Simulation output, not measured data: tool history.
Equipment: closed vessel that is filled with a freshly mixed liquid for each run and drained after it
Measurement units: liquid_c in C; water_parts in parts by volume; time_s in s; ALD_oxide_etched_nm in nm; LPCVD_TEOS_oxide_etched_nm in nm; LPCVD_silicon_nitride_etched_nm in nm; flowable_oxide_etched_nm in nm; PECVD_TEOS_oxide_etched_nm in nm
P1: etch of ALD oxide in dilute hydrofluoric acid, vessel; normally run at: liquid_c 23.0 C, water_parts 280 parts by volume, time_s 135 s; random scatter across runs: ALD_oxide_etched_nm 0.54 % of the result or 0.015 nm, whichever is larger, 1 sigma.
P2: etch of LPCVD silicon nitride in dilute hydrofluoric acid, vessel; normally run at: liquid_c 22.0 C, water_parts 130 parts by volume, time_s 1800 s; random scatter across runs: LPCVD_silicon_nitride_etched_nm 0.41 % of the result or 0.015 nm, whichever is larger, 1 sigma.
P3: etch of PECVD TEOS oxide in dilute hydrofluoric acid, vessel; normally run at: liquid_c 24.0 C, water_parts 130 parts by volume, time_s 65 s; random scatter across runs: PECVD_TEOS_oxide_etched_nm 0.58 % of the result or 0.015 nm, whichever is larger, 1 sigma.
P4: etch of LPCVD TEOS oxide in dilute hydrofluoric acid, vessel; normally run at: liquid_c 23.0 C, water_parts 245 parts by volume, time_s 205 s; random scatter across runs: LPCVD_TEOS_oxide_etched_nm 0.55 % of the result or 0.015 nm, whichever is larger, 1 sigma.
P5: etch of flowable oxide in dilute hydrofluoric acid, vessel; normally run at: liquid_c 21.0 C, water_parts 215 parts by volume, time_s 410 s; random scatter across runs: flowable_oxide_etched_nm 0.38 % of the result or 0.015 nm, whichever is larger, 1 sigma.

run,hour,process,liquid_c,water_parts,time_s,hours since the thermometer was replaced,hours since the hydrofluoric acid flow meter was replaced,ALD_oxide_etched_nm,LPCVD_TEOS_oxide_etched_nm,LPCVD_silicon_nitride_etched_nm,flowable_oxide_etched_nm,PECVD_TEOS_oxide_etched_nm
1,5.0,P1,23.0,280,135,428.7,491.7,4.5706,,,,
2,8.3,P4,23.0,245,395,432.0,495.0,,28.538,,,
3,14.2,P2,22.0,130,3355,437.9,500.9,,,12.2900,,
4,18.7,P4,29.5,245,205,442.4,505.4,,18.321,,,
5,23.7,P5,21.0,80,410,447.4,510.4,,,,123.460,
6,29.1,P5,21.0,215,410,452.8,515.8,,,,40.060,
7,33.7,P1,23.0,280,30,457.4,520.4,1.0277,,,,
8,39.8,P1,23.0,385,135,463.5,526.5,3.0318,,,,
9,46.8,P3,24.0,130,115,470.5,533.5,,,,,12.6090
10,52.0,P4,23.0,65,205,475.7,538.7,,67.474,,,
11,58.6,P2,29.5,130,1800,482.3,545.3,,,10.6450,,
12,64.4,P5,17.0,215,410,488.1,551.1,,,,34.405,
13,68.4,P1,17.0,80,135,492.1,555.1,15.4080,,,,
14,73.0,P1,23.0,280,235,496.7,559.7,7.9339,,,,
15,79.7,P1,17.0,280,135,503.4,566.4,3.6444,,,,
16,85.5,P5,21.0,215,215,509.2,572.2,,,,20.880,
17,92.0,P2,22.0,185,1800,515.7,578.7,,,4.6720,,
18,98.4,P1,23.0,280,135,522.1,585.1,4.5637,,,,
19,104.1,P1,17.0,120,135,527.8,590.8,9.8280,,,,
20,110.1,P2,22.0,130,1800,533.8,596.8,,,6.5817,,
21,114.1,P1,29.0,280,135,537.8,600.8,5.5924,,,,
22,120.6,P5,21.0,215,410,544.3,607.3,,,,39.927,
# hour 122.5: thermometer replaced
23,125.0,P1,23.0,55,135,2.5,611.7,29.5980,,,,
24,130.2,P1,23.0,280,135,7.7,616.9,4.5604,,,,
25,137.1,P3,24.0,130,65,14.6,623.8,,,,,7.0480
26,142.5,P1,23.0,280,135,20.0,629.2,4.5468,,,,
27,149.4,P1,23.0,115,245,26.9,636.1,23.8600,,,,
28,152.9,P4,23.0,245,205,30.4,639.6,,14.753,,,
29,159.8,P4,23.0,245,205,37.3,646.5,,14.502,,,
30,163.2,P3,24.0,210,65,40.7,649.9,,,,,4.0129
31,169.3,P1,23.0,280,135,46.8,656.0,4.5494,,,,
32,173.5,P3,20.0,130,65,51.0,660.2,,,,,6.0488
33,178.9,P1,23.0,280,135,56.4,665.6,4.5942,,,,
34,185.7,P1,23.0,280,135,63.2,672.4,4.6751,,,,

What does the tool deliver on the next run?
35,192.3,P1,23.0,280,135,69.8,679.0,?,,,,

ALD_oxide_etched_nm: 4.7295 nm
